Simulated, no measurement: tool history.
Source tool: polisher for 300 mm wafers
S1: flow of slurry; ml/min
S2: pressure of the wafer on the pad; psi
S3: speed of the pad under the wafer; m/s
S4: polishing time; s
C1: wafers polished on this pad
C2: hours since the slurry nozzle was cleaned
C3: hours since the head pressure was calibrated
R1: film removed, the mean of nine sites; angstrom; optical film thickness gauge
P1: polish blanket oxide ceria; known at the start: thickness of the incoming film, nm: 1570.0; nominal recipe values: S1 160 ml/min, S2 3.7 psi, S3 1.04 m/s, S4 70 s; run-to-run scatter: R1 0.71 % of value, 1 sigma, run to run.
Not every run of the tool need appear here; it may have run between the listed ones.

run,hour,S1,S2,S3,S4,C1,C2,C3,R1
1,4.2,160,3.7,1.04,70,837,191.1,295.1,4095.9
2,7.2,160,5.9,1.04,70,872,194.1,298.1,6606.0
# hour 8.4: head pressure recalibrated
3,12.6,120,1.7,1.04,70,936,199.5,4.3,1813.0
4,15.3,160,3.7,0.46,70,967,202.2,7.0,1840.5
5,18.7,160,3.7,1.04,70,1007,205.6,10.4,4190.4
6,24.5,160,3.7,1.58,70,1076,211.4,16.2,6229.4
7,27.9,160,3.7,1.04,70,1116,214.8,19.6,4112.7
8,31.1,245,3.7,1.04,70,1153,218.0,22.8,4357.2
9,35.3,160,3.7,1.04,36,1203,222.2,27.0,2156.9
10,40.1,160,3.7,0.56,53,1259,227.0,31.8,1692.9
11,43.2,160,2.7,1.04,70,1296,230.1,34.9,3029.6
12,46.1,160,1.9,1.04,99,1330,233.0,37.8,2978.3
13,51.0,160,3.7,1.04,109,1388,237.9,42.7,6451.1
14,54.4,160,3.7,1.04,70,1428,241.3,46.1,4163.9
15,59.5,160,3.7,1.04,70,1488,246.4,51.2,4138.9
16,65.7,95,3.7,1.04,70,1560,252.6,57.4,3688.6
17,71.9,160,3.7,1.04,70,1633,258.8,63.6,4175.4
18,77.3,160,3.7,1.04,70,1697,264.2,69.0,3957.1
19,80.7,160,3.7,1.04,70,1737,267.6,72.4,3914.2
20,83.5,160,3.7,1.04,70,1770,270.4,75.2,3870.7
21,86.8,160,3.7,1.04,70,1809,273.7,78.5,3772.5
# hour 89.2: head pressure recalibrated
22,91.2,160,3.7,1.04,70,1861,278.1,2.0,3796.5
23,94.2,160,3.7,1.04,70,1896,281.1,5.0,3807.1
24,98.6,160,3.7,1.04,70,1948,285.5,9.4,3764.2
25,104.1,160,3.7,1.04,70,2012,291.0,14.9,3794.3
26,106.9,160,3.7,1.04,70,2045,293.8,17.7,3777.8
27,111.4,160,3.7,1.04,70,2098,298.3,22.2,3720.3

Something has made what P1 gives creep away from where it was; the 2 causes below, each at its own stated size, fit the log equally well:
A: slurry flow missing at the pad, % = 39.2
B: removal rate lost through wear of the pad, % = 9.7
The drift started at roughly hour 71.9.
Other possible causes, and why each is ruled out:
head's pressure below its setpoint, %: serviced at hour 89.2, which brought nothing back

4 check runs are offered, one wafer each, their results left as question marks. Which one tells the causes apart?
check 1,115.9,160,3.7,1.50,101,,,,?
check 2,115.9,160,5.7,1.34,70,,,,?
check 3,115.9,95,3.7,1.04,43,,,,?
check 4,115.9,160,2.8,0.50,70,,,,?

Check results expected under each cause:
check,result,if A,if B
check 1,R1,7781.2,7779.6
check 2,R1,7421.8,7420.3
check 3,R1,1944.5,2061.5
check 4,R1,1360.4,1360.1
Separation of the two closest causes in each check, using whichever result separates them best: check 1 0.02 %; check 2 0.02 %; check 3 5.84 %; check 4 0.02 %
Of the check runs offered, only check 3 discriminates between the causes; the rest would read about the same regardless of which cause applies.

After running check 3, the following was obtained: R1 2057.7 angstrom. Which cause does this point to?

Of the candidate causes, it is B: removal rate lost through wear of the pad, %.
